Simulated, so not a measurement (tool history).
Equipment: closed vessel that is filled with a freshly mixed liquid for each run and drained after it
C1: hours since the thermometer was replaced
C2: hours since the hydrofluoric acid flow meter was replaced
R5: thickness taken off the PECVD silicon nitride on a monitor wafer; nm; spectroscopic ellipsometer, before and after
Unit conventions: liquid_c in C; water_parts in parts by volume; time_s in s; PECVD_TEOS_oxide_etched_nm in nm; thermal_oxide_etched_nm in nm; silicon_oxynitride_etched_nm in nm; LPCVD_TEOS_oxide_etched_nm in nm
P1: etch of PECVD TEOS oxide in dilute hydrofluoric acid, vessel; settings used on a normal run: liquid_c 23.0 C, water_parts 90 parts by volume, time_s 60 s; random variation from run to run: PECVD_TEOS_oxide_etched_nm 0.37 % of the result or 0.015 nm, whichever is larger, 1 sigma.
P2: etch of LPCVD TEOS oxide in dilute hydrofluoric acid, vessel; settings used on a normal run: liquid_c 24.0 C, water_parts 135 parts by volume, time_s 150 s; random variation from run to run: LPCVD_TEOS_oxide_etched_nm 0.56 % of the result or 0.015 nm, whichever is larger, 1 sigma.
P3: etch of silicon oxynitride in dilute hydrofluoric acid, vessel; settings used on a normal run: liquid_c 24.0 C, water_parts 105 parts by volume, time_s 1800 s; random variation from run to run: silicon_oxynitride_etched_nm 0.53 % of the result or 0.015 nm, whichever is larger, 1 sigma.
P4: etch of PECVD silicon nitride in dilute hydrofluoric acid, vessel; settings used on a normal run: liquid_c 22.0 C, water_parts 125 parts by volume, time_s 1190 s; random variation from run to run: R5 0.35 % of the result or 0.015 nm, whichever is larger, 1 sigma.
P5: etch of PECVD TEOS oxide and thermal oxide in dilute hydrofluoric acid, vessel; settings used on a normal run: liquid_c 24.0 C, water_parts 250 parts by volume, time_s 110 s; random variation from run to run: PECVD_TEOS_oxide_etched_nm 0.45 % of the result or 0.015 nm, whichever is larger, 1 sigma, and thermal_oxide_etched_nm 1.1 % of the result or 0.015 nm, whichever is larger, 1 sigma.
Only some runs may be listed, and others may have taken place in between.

Run 1, day 0.138: process P1, liquid_c 23.0 C, water_parts 90 parts by volume, time_s 60 s; C1 1687.0; C2 264.5. Result: PECVD_TEOS_oxide_etched_nm 8.4222 nm.
Run 2, day 0.317: process P1, liquid_c 17.0 C, water_parts 90 parts by volume, time_s 60 s; C1 1691.3; C2 268.8. Result: PECVD_TEOS_oxide_etched_nm 6.6306 nm.
Run 3, day 0.454: process P1, liquid_c 23.0 C, water_parts 90 parts by volume, time_s 60 s; C1 1694.6; C2 272.1. Result: PECVD_TEOS_oxide_etched_nm 8.4403 nm.
Run 4, day 0.600: process P5, liquid_c 24.0 C, water_parts 250 parts by volume, time_s 30 s; C1 1698.1; C2 275.6. Result: PECVD_TEOS_oxide_etched_nm 1.3051 nm, thermal_oxide_etched_nm 0.54126 nm.
Run 5, day 0.783: process P3, liquid_c 24.0 C, water_parts 105 parts by volume, time_s 1800 s; C1 1702.5; C2 280.0. Result: silicon_oxynitride_etched_nm 31.998 nm.
Run 6, day 0.892: process P2, liquid_c 24.0 C, water_parts 35 parts by volume, time_s 150 s; C1 1705.1; C2 282.6. Result: LPCVD_TEOS_oxide_etched_nm 131.650 nm.
Run 7, day 1.025: process P1, liquid_c 23.0 C, water_parts 90 parts by volume, time_s 60 s; C1 1708.3; C2 285.8. Result: PECVD_TEOS_oxide_etched_nm 8.5090 nm.
Run 8, day 1.121: process P1, liquid_c 19.5 C, water_parts 90 parts by volume, time_s 90 s; C1 1710.6; C2 288.1. Result: PECVD_TEOS_oxide_etched_nm 11.0010 nm.
Run 9, day 1.258: process P1, liquid_c 23.0 C, water_parts 90 parts by volume, time_s 60 s; C1 1713.9; C2 291.4. Result: PECVD_TEOS_oxide_etched_nm 8.4786 nm.
Run 10, day 1.404: process P1, liquid_c 31.0 C, water_parts 90 parts by volume, time_s 60 s; C1 1717.4; C2 294.9. Result: PECVD_TEOS_oxide_etched_nm 11.5340 nm.
Run 11, day 1.525: process P5, liquid_c 24.0 C, water_parts 250 parts by volume, time_s 110 s; C1 1720.3; C2 297.8. Result: PECVD_TEOS_oxide_etched_nm 4.7274 nm, thermal_oxide_etched_nm 1.88680 nm.
Run 12, day 1.712: process P4, liquid_c 22.0 C, water_parts 210 parts by volume, time_s 1190 s; C1 1724.8; C2 302.3. Result: R5 9.7069 nm.
Run 13, day 1.871: process P1, liquid_c 23.0 C, water_parts 90 parts by volume, time_s 90 s; C1 1728.6; C2 306.1. Result: PECVD_TEOS_oxide_etched_nm 12.7770 nm.
Run 14, day 2.058: process P1, liquid_c 23.0 C, water_parts 90 parts by volume, time_s 60 s; C1 1733.1; C2 310.6. Result: PECVD_TEOS_oxide_etched_nm 8.4823 nm.
Run 15, day 2.246: process P2, liquid_c 32.0 C, water_parts 135 parts by volume, time_s 150 s; C1 1737.6; C2 315.1. Result: LPCVD_TEOS_oxide_etched_nm 40.170 nm.
At day 2.312: thermometer replaced.
Run 16, day 2.358: process P5, liquid_c 24.0 C, water_parts 250 parts by volume, time_s 110 s; C1 1.1; C2 317.8. Result: PECVD_TEOS_oxide_etched_nm 4.7008 nm, thermal_oxide_etched_nm 1.88680 nm.
Run 17, day 2.554: process P4, liquid_c 22.0 C, water_parts 125 parts by volume, time_s 135 s; C1 5.8; C2 322.5. Result: R5 1.8020 nm.
Run 18, day 2.712: process P2, liquid_c 24.0 C, water_parts 135 parts by volume, time_s 150 s; C1 9.6; C2 326.3. Result: LPCVD_TEOS_oxide_etched_nm 30.198 nm.
Run 19, day 2.892: process P1, liquid_c 23.0 C, water_parts 130 parts by volume, time_s 60 s; C1 13.9; C2 330.6. Result: PECVD_TEOS_oxide_etched_nm 5.5491 nm.
Run 20, day 3.079: process P3, liquid_c 24.0 C, water_parts 105 parts by volume, time_s 1800 s; C1 18.4; C2 335.1. Result: silicon_oxynitride_etched_nm 31.801 nm.
Run 21, day 3.208: process P2, liquid_c 24.0 C, water_parts 135 parts by volume, time_s 60 s; C1 21.5; C2 338.2. Result: LPCVD_TEOS_oxide_etched_nm 12.133 nm.
Run 22, day 3.367: process P4, liquid_c 22.0 C, water_parts 125 parts by volume, time_s 1190 s; C1 25.3; C2 342.0. Result: R5 16.0950 nm.

Run 23 comes next. What will it give?
Run 23, day 3.508: process P3, liquid_c 32.0 C, water_parts 105 parts by volume, time_s 1800 s; C1 28.7; C2 345.4. Result: silicon_oxynitride_etched_nm ?.

Run 23 came out at silicon_oxynitride_etched_nm 46.031 nm.

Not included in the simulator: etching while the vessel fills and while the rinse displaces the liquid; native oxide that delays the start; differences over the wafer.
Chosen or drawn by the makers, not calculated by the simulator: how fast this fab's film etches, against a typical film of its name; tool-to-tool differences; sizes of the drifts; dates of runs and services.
